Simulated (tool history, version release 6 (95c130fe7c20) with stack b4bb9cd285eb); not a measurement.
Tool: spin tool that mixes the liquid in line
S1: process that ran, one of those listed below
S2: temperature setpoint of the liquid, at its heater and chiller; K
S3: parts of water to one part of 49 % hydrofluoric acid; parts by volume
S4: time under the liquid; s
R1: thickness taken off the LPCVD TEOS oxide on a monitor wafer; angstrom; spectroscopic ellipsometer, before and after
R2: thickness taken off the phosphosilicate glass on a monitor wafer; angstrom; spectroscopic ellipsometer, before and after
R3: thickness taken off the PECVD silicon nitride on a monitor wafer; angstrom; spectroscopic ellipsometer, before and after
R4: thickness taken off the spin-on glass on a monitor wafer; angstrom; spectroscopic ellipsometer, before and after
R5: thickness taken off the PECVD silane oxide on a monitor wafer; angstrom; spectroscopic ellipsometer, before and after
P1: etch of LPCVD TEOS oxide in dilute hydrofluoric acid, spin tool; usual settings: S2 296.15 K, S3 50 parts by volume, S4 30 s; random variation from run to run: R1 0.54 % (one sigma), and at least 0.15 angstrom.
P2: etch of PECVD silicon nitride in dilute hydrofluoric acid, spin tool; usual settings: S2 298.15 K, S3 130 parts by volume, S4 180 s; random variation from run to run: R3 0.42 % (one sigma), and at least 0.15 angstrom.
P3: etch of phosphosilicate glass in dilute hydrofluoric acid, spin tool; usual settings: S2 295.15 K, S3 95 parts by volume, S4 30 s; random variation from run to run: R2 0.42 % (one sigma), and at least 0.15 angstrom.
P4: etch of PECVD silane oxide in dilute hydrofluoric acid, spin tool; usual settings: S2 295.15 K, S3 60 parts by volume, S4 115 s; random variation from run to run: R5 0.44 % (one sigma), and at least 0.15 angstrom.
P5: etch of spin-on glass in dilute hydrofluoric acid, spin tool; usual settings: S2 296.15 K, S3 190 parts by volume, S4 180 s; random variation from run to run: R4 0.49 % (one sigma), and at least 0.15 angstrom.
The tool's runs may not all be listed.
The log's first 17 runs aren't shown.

run 18 hour=54.3 | S1=P1 S2=296.15 S3=20 S4=30 | R1=880.70
-- hour=55.2 thermometer replaced
run 19 hour=58.6 | S1=P5 S2=296.15 S3=190 S4=40 | R4=83.409
run 20 hour=60.7 | S1=P3 S2=295.15 S3=95 S4=30 | R2=200.42
run 21 hour=64.0 | S1=P1 S2=296.15 S3=50 S4=55 | R1=628.31
run 22 hour=68.5 | S1=P1 S2=296.15 S3=50 S4=30 | R1=339.73
run 23 hour=71.9 | S1=P4 S2=295.15 S3=60 S4=225 | R5=1132.80
run 24 hour=74.9 | S1=P1 S2=296.15 S3=50 S4=30 | R1=340.72
run 25 hour=79.1 | S1=P5 S2=290.15 S3=190 S4=180 | R4=296.350
run 26 hour=81.6 | S1=P1 S2=296.15 S3=30 S4=15 | R1=291.33
run 27 hour=84.4 | S1=P1 S2=302.15 S3=50 S4=30 | R1=432.72
run 28 hour=87.5 | S1=P1 S2=291.15 S3=50 S4=30 | R1=275.68
run 29 hour=90.4 | S1=P2 S2=298.15 S3=130 S4=315 | R3=86.258
run 30 hour=92.3 | S1=P5 S2=296.15 S3=190 S4=180 | R4=373.850
run 31 hour=96.8 | S1=P4 S2=302.15 S3=60 S4=115 | R5=767.77
run 32 hour=99.1 | S1=P4 S2=295.15 S3=95 S4=115 | R5=352.94
run 33 hour=102.6 | S1=P1 S2=296.15 S3=50 S4=30 | R1=341.99
run 34 hour=106.4 | S1=P1 S2=296.15 S3=50 S4=30 | R1=353.63
run 35 hour=110.2 | S1=P1 S2=296.15 S3=50 S4=30 | R1=360.08
run 36 hour=112.7 | S1=P1 S2=296.15 S3=50 S4=30 | R1=360.03
run 37 hour=115.7 | S1=P1 S2=296.15 S3=50 S4=30 | R1=365.30
run 38 hour=118.8 | S1=P1 S2=296.15 S3=50 S4=30 | R1=368.50

The next listed run, before its measurement:
run 39 hour=122.8 | S1=P1 S2=296.15 S3=50 S4=30 | R1=?

Run 39 gave R1 367.63 angstrom.
